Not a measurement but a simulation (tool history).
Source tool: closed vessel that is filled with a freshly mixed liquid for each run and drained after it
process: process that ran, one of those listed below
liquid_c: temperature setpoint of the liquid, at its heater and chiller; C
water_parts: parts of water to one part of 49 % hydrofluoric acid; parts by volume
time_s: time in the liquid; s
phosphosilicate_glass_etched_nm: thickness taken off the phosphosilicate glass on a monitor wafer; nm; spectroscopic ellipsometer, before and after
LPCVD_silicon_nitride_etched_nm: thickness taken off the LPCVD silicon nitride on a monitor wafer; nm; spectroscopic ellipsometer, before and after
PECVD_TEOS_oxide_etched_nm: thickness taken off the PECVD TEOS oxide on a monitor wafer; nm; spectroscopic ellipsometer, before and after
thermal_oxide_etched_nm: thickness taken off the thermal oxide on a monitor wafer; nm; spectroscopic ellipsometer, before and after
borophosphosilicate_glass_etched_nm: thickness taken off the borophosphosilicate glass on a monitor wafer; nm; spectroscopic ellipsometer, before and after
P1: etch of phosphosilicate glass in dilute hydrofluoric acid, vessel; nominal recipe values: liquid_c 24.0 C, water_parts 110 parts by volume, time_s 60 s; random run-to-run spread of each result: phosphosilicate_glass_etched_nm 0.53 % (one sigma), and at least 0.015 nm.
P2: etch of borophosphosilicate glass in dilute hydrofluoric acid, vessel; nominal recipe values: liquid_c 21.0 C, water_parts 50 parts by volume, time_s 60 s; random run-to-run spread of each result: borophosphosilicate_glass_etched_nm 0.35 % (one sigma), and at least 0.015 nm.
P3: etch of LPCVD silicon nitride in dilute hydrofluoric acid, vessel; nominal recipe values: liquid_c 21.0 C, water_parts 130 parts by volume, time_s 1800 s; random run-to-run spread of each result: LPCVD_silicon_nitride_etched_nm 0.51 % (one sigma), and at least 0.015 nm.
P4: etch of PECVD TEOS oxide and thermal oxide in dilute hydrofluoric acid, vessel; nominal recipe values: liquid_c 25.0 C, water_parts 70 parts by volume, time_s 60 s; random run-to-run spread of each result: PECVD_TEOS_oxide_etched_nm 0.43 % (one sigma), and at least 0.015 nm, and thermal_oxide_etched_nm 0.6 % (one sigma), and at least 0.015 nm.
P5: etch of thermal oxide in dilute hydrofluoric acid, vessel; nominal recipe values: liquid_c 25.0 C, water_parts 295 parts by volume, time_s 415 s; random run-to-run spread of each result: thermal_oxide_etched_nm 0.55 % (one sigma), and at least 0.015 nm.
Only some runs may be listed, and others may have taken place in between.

run	hour	process	liquid_c	water_parts	time_s	hours since the thermometer was replaced	hours since the hydrofluoric acid flow meter was replaced	phosphosilicate_glass_etched_nm	LPCVD_silicon_nitride_etched_nm	PECVD_TEOS_oxide_etched_nm	thermal_oxide_etched_nm	borophosphosilicate_glass_etched_nm
1	2.9	P1	24.0	110	60	167.7	228.3	92.562				
2	5.1	P3	21.0	130	1800	169.9	230.5		5.4095			
3	7.5	P4	25.0	70	60	172.3	232.9			7.9055	4.3073	
4	10.2	P1	24.0	110	30	175.0	235.6	46.009				
5	14.0	P1	24.0	185	60	178.8	239.4	50.293				
6	16.8	P1	30.5	110	30	181.6	242.2	59.099				
7	20.3	P2	21.0	25	60	185.1	245.7					145.080
8	24.7	P1	19.0	110	30	189.5	250.1	37.701				
9	28.5	P3	21.0	230	1800	193.3	253.9		3.1267			
10	32.8	P1	24.0	110	60	197.6	258.2	91.861				
11	37.2	P1	24.0	110	60	202.0	262.6	92.141				
12	39.2	P4	25.0	20	60	204.0	264.6			29.6380	16.1080	
13	41.6	P1	24.0	110	60	206.4	267.0	92.802				
# hour 42.8: hydrofluoric acid flow meter replaced
14	45.1	P1	17.5	110	60	209.9	2.3	70.552				
15	48.9	P2	21.0	50	35	213.7	6.1					41.093
16	52.9	P3	26.5	130	1800	217.7	10.1		7.7203			
17	57.2	P4	25.0	70	30	222.0	14.4			3.9559	2.1296	
18	61.3	P1	24.0	110	60	226.1	18.5	92.129				
19	63.8	P5	25.0	295	415	228.6	21.0				5.4745	
20	66.2	P2	21.0	50	60	231.0	23.4					70.629
21	68.6	P4	25.0	70	60	233.4	25.8			7.9170	4.2982	
22	71.8	P5	25.0	295	760	236.6	29.0				10.0720	
23	74.4	P5	25.0	295	415	239.2	31.6				5.4735	
24	77.2	P1	24.0	110	60	242.0	34.4	91.877				
25	79.3	P1	24.0	110	100	244.1	36.5	152.520				
26	81.3	P4	18.5	70	60	246.1	38.5			6.0439	3.2920	
27	83.8	P2	28.0	50	60	248.6	41.0					94.213
28	88.1	P3	21.0	130	3345	252.9	45.3		10.1130			
29	92.0	P5	17.0	295	415	256.8	49.2				4.1007	
30	95.1	P1	31.5	110	60	259.9	52.3	122.650				
31	97.1	P1	24.0	45	30	261.9	54.3	123.150				
32	99.9	P5	25.0	445	415	264.7	57.1				3.2052	
33	102.1	P3	21.0	130	1800	266.9	59.3		5.4227			
34	105.2	P1	24.0	30	60	270.0	62.4	376.340				
35	108.3	P1	24.0	110	60	273.1	65.5	91.879				
36	112.0	P1	24.0	110	60	276.8	69.2	95.991				
37	114.2	P1	24.0	110	60	279.0	71.4	97.811				
38	117.1	P1	24.0	110	60	281.9	74.3	98.659				
39	119.9	P1	24.0	110	60	284.7	77.1	98.958				
40	122.8	P1	24.0	110	60	287.6	80.0	99.309				
41	124.9	P1	24.0	110	60	289.7	82.1	99.070				

What P1 gives has crept away from where it was. These 2 causes fit the log equally well, each at the size given:
A: liquid hotter than its thermometer reads (K) = 1.87
B: hydrofluoric acid flow above the setpoint (%) = 6.66
The gradual shift began around hour 108.3.

Each of the 4 check runs below uses one wafer; its results are left as question marks. Which run tells the causes apart?
check 1	127.0	P3	21.0	130	2430				?			
check 2	127.0	P5	17.0	400	415						?	
check 3	127.0	P4	18.5	70	60					?	?	
check 4	127.0	P2	28.0	50	60							?

What each check would give under each cause:
check	result	if A	if B
check 1	LPCVD_silicon_nitride_etched_nm	8.2719	7.7848
check 2	thermal_oxide_etched_nm	2.9866	3.0388
check 3	PECVD_TEOS_oxide_etched_nm	6.5392	6.4787
check 3	thermal_oxide_etched_nm	3.5596	3.5266
check 4	borophosphosilicate_glass_etched_nm	101.450	100.950
Separation of the two closest causes in each check, using whichever result separates them best: check 1 6.07 %; check 2 1.73 %; check 3 0.93 %; check 4 0.5 %
Check 1 tells the causes apart: in the others they would give nearly the same result.

Then check 1 was run and gave: LPCVD_silicon_nitride_etched_nm 8.3097 nm. Which cause is it?

Of the candidate causes, it is A: liquid hotter than its thermometer reads (K).
